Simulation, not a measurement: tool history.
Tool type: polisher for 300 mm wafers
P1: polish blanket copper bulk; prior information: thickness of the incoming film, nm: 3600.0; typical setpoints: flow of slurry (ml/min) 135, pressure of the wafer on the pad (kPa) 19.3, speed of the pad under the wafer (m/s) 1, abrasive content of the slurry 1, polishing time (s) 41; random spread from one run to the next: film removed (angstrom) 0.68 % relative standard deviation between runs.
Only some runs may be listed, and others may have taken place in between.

| run | day | flow of slurry (ml/min) | pressure of the wafer on the pad (kPa) | speed of the pad under the wafer (m/s) | abrasive content of the slurry | polishing time (s) | wafers polished on this pad | hours since the slurry nozzle was cleaned | hours since the head pressure was calibrated | hours since the slurry blender was calibrated | film removed (angstrom) |
|---|---|---|---|---|---|---|---|---|---|---|---|
| 1 | 0.367 | 135 | 19.3 | 1 | 1 | 41 | 843 | 81.8 | 309.1 | 141.9 | 3225.1 |
| 2 | 0.696 | 135 | 19.3 | 1 | 1 | 29 | 901 | 89.7 | 317 | 149.8 | 2282.3 |
| 3 | 1.075 | 135 | 19.3 | 1 | 1 | 41 | 969 | 98.8 | 326.1 | 158.9 | 3211.8 |
| 4 | 1.621 | 135 | 9 | 1 | 1 | 50 | 1065 | 111.9 | 339.2 | 172 | 1812.3 |
| 5 | 2.017 | 135 | 19.3 | 1 | 1 | 41 | 1135 | 121.4 | 348.7 | 181.5 | 3230.4 |
| 6 | 2.562 | 135 | 30.3 | 1 | 1 | 41 | 1232 | 134.5 | 361.8 | 194.6 | 5019.8 |
| 7 | 3.158 | 135 | 19.3 | 1 | 1 | 41 | 1338 | 148.8 | 376.1 | 208.9 | 3234 |
| 8 | 3.867 | 135 | 19.3 | 1 | 1 | 41 | 1463 | 165.8 | 393.1 | 225.9 | 3199 |
| 9 | 4.396 | 135 | 19.3 | 1 | 0.65 | 41 | 1557 | 178.5 | 405.8 | 238.6 | 2962.9 |
| 10 | 4.942 | 80 | 19.3 | 1 | 1 | 41 | 1654 | 191.6 | 418.9 | 251.7 | 2847.5 |
|  | 5.296 | slurry nozzle cleaned |
| 11 | 5.588 | 135 | 9 | 1 | 1 | 41 | 1768 | 7.1 | 434.4 | 267.2 | 1476.4 |
| 12 | 6.296 | 135 | 19.3 | 1.44 | 1 | 41 | 1894 | 24.1 | 451.4 | 284.2 | 4602.3 |
| 13 | 6.854 | 135 | 19.3 | 0.62 | 1 | 41 | 1993 | 37.5 | 464.8 | 297.6 | 1990.2 |
| 14 | 7.354 | 135 | 19.3 | 1 | 1 | 41 | 2081 | 49.5 | 476.8 | 309.6 | 3206.5 |
| 15 | 7.679 | 135 | 19.3 | 1 | 1 | 61 | 2139 | 57.3 | 484.6 | 317.4 | 4747.7 |
| 16 | 8.212 | 190 | 19.3 | 1 | 1 | 41 | 2233 | 70.1 | 497.4 | 330.2 | 3429 |

Predict the results of run 17:
| 17 | 8.788 | 135 | 19.3 | 1 | 1.35 | 41 | 2335 | 83.9 | 511.2 | 344 | ? |

{"run 17": {"film removed (angstrom)": 3442.3}}
